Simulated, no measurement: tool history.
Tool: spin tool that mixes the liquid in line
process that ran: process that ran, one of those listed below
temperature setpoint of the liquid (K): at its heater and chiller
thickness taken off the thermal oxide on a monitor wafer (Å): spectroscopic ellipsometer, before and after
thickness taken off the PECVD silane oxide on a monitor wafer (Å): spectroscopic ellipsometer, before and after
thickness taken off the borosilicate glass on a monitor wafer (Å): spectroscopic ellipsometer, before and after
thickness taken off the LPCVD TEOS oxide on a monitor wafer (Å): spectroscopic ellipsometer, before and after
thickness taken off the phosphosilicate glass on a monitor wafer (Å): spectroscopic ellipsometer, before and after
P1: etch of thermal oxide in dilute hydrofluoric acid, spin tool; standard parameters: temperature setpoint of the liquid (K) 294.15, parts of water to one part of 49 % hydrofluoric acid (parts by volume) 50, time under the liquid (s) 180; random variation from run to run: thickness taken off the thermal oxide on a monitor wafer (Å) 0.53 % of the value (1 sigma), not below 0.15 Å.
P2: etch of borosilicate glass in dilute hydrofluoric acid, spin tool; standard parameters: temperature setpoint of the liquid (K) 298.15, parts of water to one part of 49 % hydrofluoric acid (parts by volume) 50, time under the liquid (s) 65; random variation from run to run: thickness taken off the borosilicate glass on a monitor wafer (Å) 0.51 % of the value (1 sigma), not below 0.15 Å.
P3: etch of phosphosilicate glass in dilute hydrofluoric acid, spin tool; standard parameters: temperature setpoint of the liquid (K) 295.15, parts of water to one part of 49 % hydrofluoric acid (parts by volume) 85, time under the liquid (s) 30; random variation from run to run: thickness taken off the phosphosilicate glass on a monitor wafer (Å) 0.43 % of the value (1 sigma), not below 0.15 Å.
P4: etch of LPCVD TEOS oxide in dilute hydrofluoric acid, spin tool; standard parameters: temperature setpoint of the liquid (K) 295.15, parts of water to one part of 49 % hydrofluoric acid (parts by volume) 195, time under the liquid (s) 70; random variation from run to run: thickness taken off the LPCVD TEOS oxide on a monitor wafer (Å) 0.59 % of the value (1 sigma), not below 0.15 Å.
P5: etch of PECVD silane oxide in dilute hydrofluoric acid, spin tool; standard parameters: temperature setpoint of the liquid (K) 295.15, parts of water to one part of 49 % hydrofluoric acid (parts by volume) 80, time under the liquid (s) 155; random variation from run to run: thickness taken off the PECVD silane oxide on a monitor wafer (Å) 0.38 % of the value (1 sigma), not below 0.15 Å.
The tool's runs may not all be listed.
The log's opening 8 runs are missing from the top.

| run | hour | process that ran | temperature setpoint of the liquid (K) | parts of water to one part of 49 % hydrofluoric acid (parts by volume) | time under the liquid (s) | hours since the thermometer was replaced | hours since the hydrofluoric acid flow meter was replaced | thickness taken off the thermal oxide on a monitor wafer (Å) | thickness taken off the PECVD silane oxide on a monitor wafer (Å) | thickness taken off the borosilicate glass on a monitor wafer (Å) | thickness taken off the LPCVD TEOS oxide on a monitor wafer (Å) | thickness taken off the phosphosilicate glass on a monitor wafer (Å) |
|---|---|---|---|---|---|---|---|---|---|---|---|---|
| 9 | 120.8 | P1 | 294.15 | 50 | 15 | 903.5 | 1899.5 | 13.144 |  |  |  |  |
| 10 | 137.5 | P5 | 295.15 | 80 | 20 | 920.2 | 1916.2 |  | 44.852 |  |  |  |
| 11 | 145.5 | P1 | 294.15 | 20 | 85 | 928.2 | 1924.2 | 193.260 |  |  |  |  |
| 12 | 154.2 | P1 | 294.15 | 50 | 180 | 936.9 | 1932.9 | 157.310 |  |  |  |  |
| 13 | 163.2 | P1 | 298.15 | 30 | 180 | 945.9 | 1941.9 | 317.100 |  |  |  |  |
| 14 | 179.2 | P4 | 295.15 | 355 | 70 | 961.9 | 1957.9 |  |  |  | 29.836 |  |
| 15 | 196.5 | P1 | 294.15 | 90 | 180 | 979.2 | 1975.2 | 83.389 |  |  |  |  |
| 16 | 211.1 | P2 | 304.65 | 50 | 65 | 993.8 | 1989.8 |  |  | 401.61 |  |  |
| 17 | 220.2 | P2 | 298.15 | 50 | 15 | 1002.9 | 1998.9 |  |  | 72.43 |  |  |
| 18 | 228.4 | P1 | 294.15 | 50 | 180 | 1011.1 | 2007.1 | 158.310 |  |  |  |  |
| 19 | 241.5 | P5 | 295.15 | 80 | 155 | 1024.2 | 2020.2 |  | 348.960 |  |  |  |
| 20 | 251.1 | P3 | 295.15 | 20 | 30 | 1033.8 | 2029.8 |  |  |  |  | 2509.30 |
| 21 | 262.7 | P3 | 295.15 | 85 | 15 | 1045.4 | 2041.4 |  |  |  |  | 272.45 |
| 22 | 278.8 | P2 | 298.15 | 50 | 65 | 1061.5 | 2057.5 |  |  | 308.33 |  |  |
| 23 | 295.2 | P1 | 294.15 | 20 | 180 | 1077.9 | 2073.9 | 405.270 |  |  |  |  |
| 24 | 308.6 | P5 | 290.15 | 80 | 155 | 1091.3 | 2087.3 |  | 283.260 |  |  |  |
| 25 | 321.5 | P1 | 290.15 | 50 | 180 | 1104.2 | 2100.2 | 132.940 |  |  |  |  |
| 26 | 337.8 | P5 | 295.15 | 20 | 155 | 1120.5 | 2116.5 |  | 1502.500 |  |  |  |
| 27 | 349.6 | P1 | 294.15 | 50 | 180 | 1132.3 | 2128.3 | 156.840 |  |  |  |  |
| 28 | 361.9 | P1 | 294.15 | 50 | 180 | 1144.6 | 2140.6 | 159.310 |  |  |  |  |
| 29 | 371.9 | P3 | 300.65 | 85 | 30 | 1154.6 | 2150.6 |  |  |  |  | 676.45 |
| 30 | 384.6 | P2 | 298.15 | 20 | 65 | 1167.3 | 2163.3 |  |  | 813.58 |  |  |
| 31 | 392.7 | P1 | 301.65 | 50 | 180 | 1175.4 | 2171.4 | 214.250 |  |  |  |  |
| 32 | 401.1 | P4 | 295.15 | 195 | 125 | 1183.8 | 2179.8 |  |  |  | 113.670 |  |
| 33 | 412.4 | P1 | 294.15 | 50 | 180 | 1195.1 | 2191.1 | 155.940 |  |  |  |  |

Run 34 comes next. What will it give?
| 34 | 429.9 | P1 | 294.15 | 50 | 180 | 1212.6 | 2208.6 | ? |  |  |  |  |

thickness taken off the thermal oxide on a monitor wafer (Å): 151.050
